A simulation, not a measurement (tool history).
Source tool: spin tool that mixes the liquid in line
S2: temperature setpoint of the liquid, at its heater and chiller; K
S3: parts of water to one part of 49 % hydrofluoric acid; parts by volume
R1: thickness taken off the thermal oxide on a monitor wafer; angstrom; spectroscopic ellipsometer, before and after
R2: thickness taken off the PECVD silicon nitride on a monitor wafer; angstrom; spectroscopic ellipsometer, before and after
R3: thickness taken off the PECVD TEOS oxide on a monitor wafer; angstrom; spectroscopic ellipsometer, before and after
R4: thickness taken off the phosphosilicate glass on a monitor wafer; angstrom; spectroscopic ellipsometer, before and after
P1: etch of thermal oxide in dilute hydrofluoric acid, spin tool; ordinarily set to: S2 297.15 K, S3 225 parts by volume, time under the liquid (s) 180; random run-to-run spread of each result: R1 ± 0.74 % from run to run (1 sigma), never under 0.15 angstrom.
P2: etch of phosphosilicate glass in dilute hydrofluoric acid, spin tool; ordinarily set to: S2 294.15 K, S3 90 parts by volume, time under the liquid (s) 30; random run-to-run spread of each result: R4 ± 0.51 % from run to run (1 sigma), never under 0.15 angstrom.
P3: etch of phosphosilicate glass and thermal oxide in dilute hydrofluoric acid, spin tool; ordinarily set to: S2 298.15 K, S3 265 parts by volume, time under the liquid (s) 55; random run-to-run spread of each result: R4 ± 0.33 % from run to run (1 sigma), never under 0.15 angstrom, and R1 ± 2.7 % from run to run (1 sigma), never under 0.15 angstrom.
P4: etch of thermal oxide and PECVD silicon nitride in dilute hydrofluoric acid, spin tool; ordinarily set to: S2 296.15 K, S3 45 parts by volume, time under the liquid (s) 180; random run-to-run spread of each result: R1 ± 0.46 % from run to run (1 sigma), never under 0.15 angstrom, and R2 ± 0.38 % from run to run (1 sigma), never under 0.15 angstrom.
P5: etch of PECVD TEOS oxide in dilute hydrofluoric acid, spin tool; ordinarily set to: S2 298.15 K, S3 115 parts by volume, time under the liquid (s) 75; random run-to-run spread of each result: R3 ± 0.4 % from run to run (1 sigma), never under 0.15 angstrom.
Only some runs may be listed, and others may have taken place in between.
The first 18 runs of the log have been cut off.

Run 19, day 11.679: process that ran P1, S2 301.15 K, S3 120 parts by volume, time under the liquid (s) 180. Result: R1 80.2500 angstrom.
Run 20, day 12.171: process that ran P1, S2 297.15 K, S3 225 parts by volume, time under the liquid (s) 20. Result: R1 3.5870 angstrom.
Run 21, day 12.854: process that ran P1, S2 297.15 K, S3 225 parts by volume, time under the liquid (s) 180. Result: R1 33.6630 angstrom.
Run 22, day 13.204: process that ran P3, S2 298.15 K, S3 265 parts by volume, time under the liquid (s) 55. Result: R1 8.7176 angstrom, R4 220.040 angstrom.
Run 23, day 13.929: process that ran P4, S2 296.15 K, S3 45 parts by volume, time under the liquid (s) 15. Result: R1 15.7210 angstrom, R2 13.121 angstrom.
Run 24, day 14.454: process that ran P2, S2 294.15 K, S3 90 parts by volume, time under the liquid (s) 45. Result: R4 276.240 angstrom.
Run 25, day 14.954: process that ran P1, S2 297.15 K, S3 90 parts by volume, time under the liquid (s) 180. Result: R1 97.7220 angstrom.
Run 26, day 15.650: process that ran P1, S2 297.15 K, S3 225 parts by volume, time under the liquid (s) 310. Result: R1 57.3030 angstrom.
Run 27, day 16.258: process that ran P3, S2 298.15 K, S3 145 parts by volume, time under the liquid (s) 55. Result: R1 18.7640 angstrom, R4 461.090 angstrom.
Run 28, day 16.629: process that ran P1, S2 292.65 K, S3 225 parts by volume, time under the liquid (s) 180. Result: R1 28.0600 angstrom.
Run 29, day 17.183: process that ran P3, S2 298.15 K, S3 265 parts by volume, time under the liquid (s) 15. Result: R1 2.4446 angstrom, R4 60.134 angstrom.
Run 30, day 17.654: process that ran P3, S2 305.15 K, S3 265 parts by volume, time under the liquid (s) 55. Result: R1 10.8110 angstrom, R4 279.520 angstrom.
Run 31, day 18.075: process that ran P1, S2 297.15 K, S3 225 parts by volume, time under the liquid (s) 180. Result: R1 32.9780 angstrom.
Run 32, day 18.783: process that ran P1, S2 304.65 K, S3 315 parts by volume, time under the liquid (s) 180. Result: R1 27.7080 angstrom.

Run 33 is up next; what results do you expect?
Run 33, day 19.188: process that ran P1, S2 297.15 K, S3 225 parts by volume, time under the liquid (s) 180. Result: R1 ?.

R1: 33.3480 angstrom
